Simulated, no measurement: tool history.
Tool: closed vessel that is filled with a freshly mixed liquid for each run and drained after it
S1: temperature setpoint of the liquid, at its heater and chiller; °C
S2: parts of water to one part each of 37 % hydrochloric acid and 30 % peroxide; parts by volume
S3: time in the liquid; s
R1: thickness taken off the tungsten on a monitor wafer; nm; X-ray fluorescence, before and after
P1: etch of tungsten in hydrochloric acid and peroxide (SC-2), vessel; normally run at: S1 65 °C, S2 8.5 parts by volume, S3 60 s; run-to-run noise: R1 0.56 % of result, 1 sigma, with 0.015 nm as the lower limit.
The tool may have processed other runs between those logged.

| run | hour | S1 | S2 | S3 | R1 |
|---|---|---|---|---|---|
| 1 | 7.5 | 65 | 8.5 | 60 | 28.958 |
| 2 | 16.5 | 65 | 8.5 | 30 | 14.319 |
| 3 | 33.2 | 51 | 8.5 | 60 | 11.619 |
| 4 | 48.1 | 65 | 8.5 | 60 | 28.819 |
| 5 | 63 | 65 | 4 | 110 | 91.254 |
| 6 | 77.8 | 65 | 8.5 | 115 | 55.692 |
| 7 | 88.1 | 65 | 8.5 | 60 | 28.939 |
| 8 | 102.7 | 65 | 8.5 | 60 | 28.57 |
| 9 | 118.8 | 72 | 8.5 | 60 | 43.857 |
| 10 | 130.8 | 65 | 8.5 | 60 | 28.775 |
| 11 | 139.8 | 65 | 8.5 | 60 | 28.857 |
| 12 | 156.2 | 65 | 8.5 | 60 | 28.743 |
| 13 | 165.6 | 55.5 | 8.5 | 30 | 7.9458 |
| 14 | 173.9 | 65 | 15 | 60 | 17.587 |
| 15 | 183.7 | 65 | 4 | 60 | 49.95 |
| 16 | 193.3 | 65 | 4.5 | 30 | 23.187 |
| 17 | 207.8 | 65 | 8.5 | 60 | 28.654 |
| 18 | 224.5 | 65 | 8.5 | 60 | 30.017 |
| 19 | 240.6 | 65 | 8.5 | 60 | 30.458 |
| 20 | 249.1 | 65 | 8.5 | 60 | 31.09 |
| 21 | 259.7 | 65 | 8.5 | 60 | 31.028 |
| 22 | 268.8 | 65 | 8.5 | 60 | 31.144 |
| 23 | 282.1 | 65 | 8.5 | 60 | 31.222 |
| 24 | 297.8 | 65 | 8.5 | 60 | 31.195 |
| 25 | 314.1 | 65 | 8.5 | 60 | 31.383 |

What P1 gives has crept off from where it sat before. The 2 causes that follow fit the log equally well, each at the size noted:
A: liquid hotter than its thermometer reads (K) = 1.45
B: chemicals flow above the setpoint (%) = 11.6
The drift started at roughly hour 207.8.
Each remaining cause and why it is not a fit:
peroxide weaker than its label (%): capped at 8; at that size R1 would change by -7.3 %, too little to explain the creep or opposite to it

The 4 check runs listed below each average the results of 5 wafers, and their outcomes are marked with question marks. Under which run would the listed causes produce clearly different results?
| check 1 | 330.4 | 65 | 12 | 115 | ? |
| check 2 | 330.4 | 56 | 12.5 | 60 | ? |
| check 3 | 330.4 | 65 | 12 | 100 | ? |
| check 4 | 330.4 | 53.5 | 4 | 60 | ? |

Predicted outcomes, by check and by cause:
| check | result | if A | if B |
|---|---|---|---|
| check 1 | R1 | 45.034 | 45.276 |
| check 2 | R1 | 12.982 | 12.996 |
| check 3 | R1 | 39.16 | 39.371 |
| check 4 | R1 | 26.722 | 26.132 |
Smallest distance between any two causes, each pair judged by its most separating result, in per cent: check 1 0.54 %; check 2 0.11 %; check 3 0.54 %; check 4 2.23 %
Only in check 4 would the causes give clearly different results; in the remaining checks their results would be nearly the same.

The results of check 4 are: R1 25.985 nm. Based on these, which of the listed causes is it?

Of the candidate causes, it is B: chemicals flow above the setpoint (%).

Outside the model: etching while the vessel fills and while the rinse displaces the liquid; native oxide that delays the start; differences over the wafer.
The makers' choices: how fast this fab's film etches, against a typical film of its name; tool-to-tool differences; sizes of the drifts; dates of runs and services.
